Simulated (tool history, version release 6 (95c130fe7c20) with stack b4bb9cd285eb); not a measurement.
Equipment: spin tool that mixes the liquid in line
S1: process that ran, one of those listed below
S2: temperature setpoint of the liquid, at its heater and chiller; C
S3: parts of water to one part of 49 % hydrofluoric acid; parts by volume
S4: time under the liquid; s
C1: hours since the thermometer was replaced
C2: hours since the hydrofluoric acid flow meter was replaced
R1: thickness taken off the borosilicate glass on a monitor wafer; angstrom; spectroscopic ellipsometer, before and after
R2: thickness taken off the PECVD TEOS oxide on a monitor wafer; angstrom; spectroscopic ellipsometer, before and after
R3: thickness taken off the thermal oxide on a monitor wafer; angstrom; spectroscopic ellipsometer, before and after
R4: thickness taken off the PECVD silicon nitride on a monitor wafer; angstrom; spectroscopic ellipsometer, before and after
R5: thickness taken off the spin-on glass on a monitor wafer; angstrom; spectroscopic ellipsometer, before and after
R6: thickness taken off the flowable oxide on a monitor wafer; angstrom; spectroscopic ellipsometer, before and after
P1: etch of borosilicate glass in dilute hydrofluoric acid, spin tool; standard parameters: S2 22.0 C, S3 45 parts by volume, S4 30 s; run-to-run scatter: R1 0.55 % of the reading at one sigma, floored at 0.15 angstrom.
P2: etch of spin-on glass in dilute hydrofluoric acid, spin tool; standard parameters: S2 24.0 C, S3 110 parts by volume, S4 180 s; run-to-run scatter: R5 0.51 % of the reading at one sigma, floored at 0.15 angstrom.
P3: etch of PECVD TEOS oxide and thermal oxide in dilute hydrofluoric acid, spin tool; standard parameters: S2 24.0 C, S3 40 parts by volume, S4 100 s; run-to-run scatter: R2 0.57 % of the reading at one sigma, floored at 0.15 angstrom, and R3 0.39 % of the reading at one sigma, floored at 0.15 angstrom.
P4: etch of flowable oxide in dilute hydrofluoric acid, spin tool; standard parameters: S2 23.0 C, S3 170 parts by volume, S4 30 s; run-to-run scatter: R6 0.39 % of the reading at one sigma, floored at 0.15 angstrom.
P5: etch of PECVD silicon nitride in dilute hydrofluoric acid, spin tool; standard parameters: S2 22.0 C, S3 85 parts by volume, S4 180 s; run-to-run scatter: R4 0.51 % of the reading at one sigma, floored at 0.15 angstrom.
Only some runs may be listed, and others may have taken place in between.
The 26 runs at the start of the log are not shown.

Run 27, day 6.117: S1 P2, S2 24.0 C, S3 110 parts by volume, S4 180 s; C1 51.8; C2 609.7. Result: R5 460.77 angstrom.
Run 28, day 6.296: S1 P4, S2 23.0 C, S3 170 parts by volume, S4 30 s; C1 56.1; C2 614.0. Result: R6 77.763 angstrom.
Run 29, day 6.442: S1 P1, S2 22.0 C, S3 45 parts by volume, S4 30 s; C1 59.6; C2 617.5. Result: R1 208.36 angstrom.
Run 30, day 6.746: S1 P3, S2 24.0 C, S3 40 parts by volume, S4 165 s; C1 66.9; C2 624.8. Result: R2 486.31 angstrom, R3 203.550 angstrom.
Run 31, day 6.975: S1 P4, S2 23.0 C, S3 170 parts by volume, S4 30 s; C1 72.4; C2 630.3. Result: R6 78.242 angstrom.
Run 32, day 7.179: S1 P1, S2 17.0 C, S3 20 parts by volume, S4 30 s; C1 77.3; C2 635.2. Result: R1 394.21 angstrom.
Run 33, day 7.458: S1 P1, S2 29.0 C, S3 45 parts by volume, S4 30 s; C1 84.0; C2 641.9. Result: R1 279.19 angstrom.
Run 34, day 7.683: S1 P2, S2 17.0 C, S3 110 parts by volume, S4 180 s; C1 89.4; C2 647.3. Result: R5 344.10 angstrom.
Run 35, day 7.912: S1 P1, S2 22.0 C, S3 45 parts by volume, S4 30 s; C1 94.9; C2 652.8. Result: R1 208.80 angstrom.
Run 36, day 8.125: S1 P1, S2 22.0 C, S3 45 parts by volume, S4 30 s; C1 100.0; C2 657.9. Result: R1 214.50 angstrom.
Run 37, day 8.329: S1 P1, S2 22.0 C, S3 45 parts by volume, S4 30 s; C1 104.9; C2 662.8. Result: R1 217.56 angstrom.
Run 38, day 8.600: S1 P1, S2 22.0 C, S3 45 parts by volume, S4 30 s; C1 111.4; C2 669.3. Result: R1 219.12 angstrom.
Run 39, day 8.767: S1 P1, S2 22.0 C, S3 45 parts by volume, S4 30 s; C1 115.4; C2 673.3. Result: R1 220.50 angstrom.
Run 40, day 8.954: S1 P1, S2 22.0 C, S3 45 parts by volume, S4 30 s; C1 119.9; C2 677.8. Result: R1 222.62 angstrom.
Run 41, day 9.267: S1 P1, S2 22.0 C, S3 45 parts by volume, S4 30 s; C1 127.4; C2 685.3. Result: R1 221.73 angstrom.
Run 42, day 9.529: S1 P1, S2 22.0 C, S3 45 parts by volume, S4 30 s; C1 133.7; C2 691.6. Result: R1 223.27 angstrom.

Forecast run 43:
Run 43, day 9.700: S1 P1, S2 22.0 C, S3 45 parts by volume, S4 30 s; C1 137.8; C2 695.7. Result: R1 ?.

R1: 222.49 angstrom

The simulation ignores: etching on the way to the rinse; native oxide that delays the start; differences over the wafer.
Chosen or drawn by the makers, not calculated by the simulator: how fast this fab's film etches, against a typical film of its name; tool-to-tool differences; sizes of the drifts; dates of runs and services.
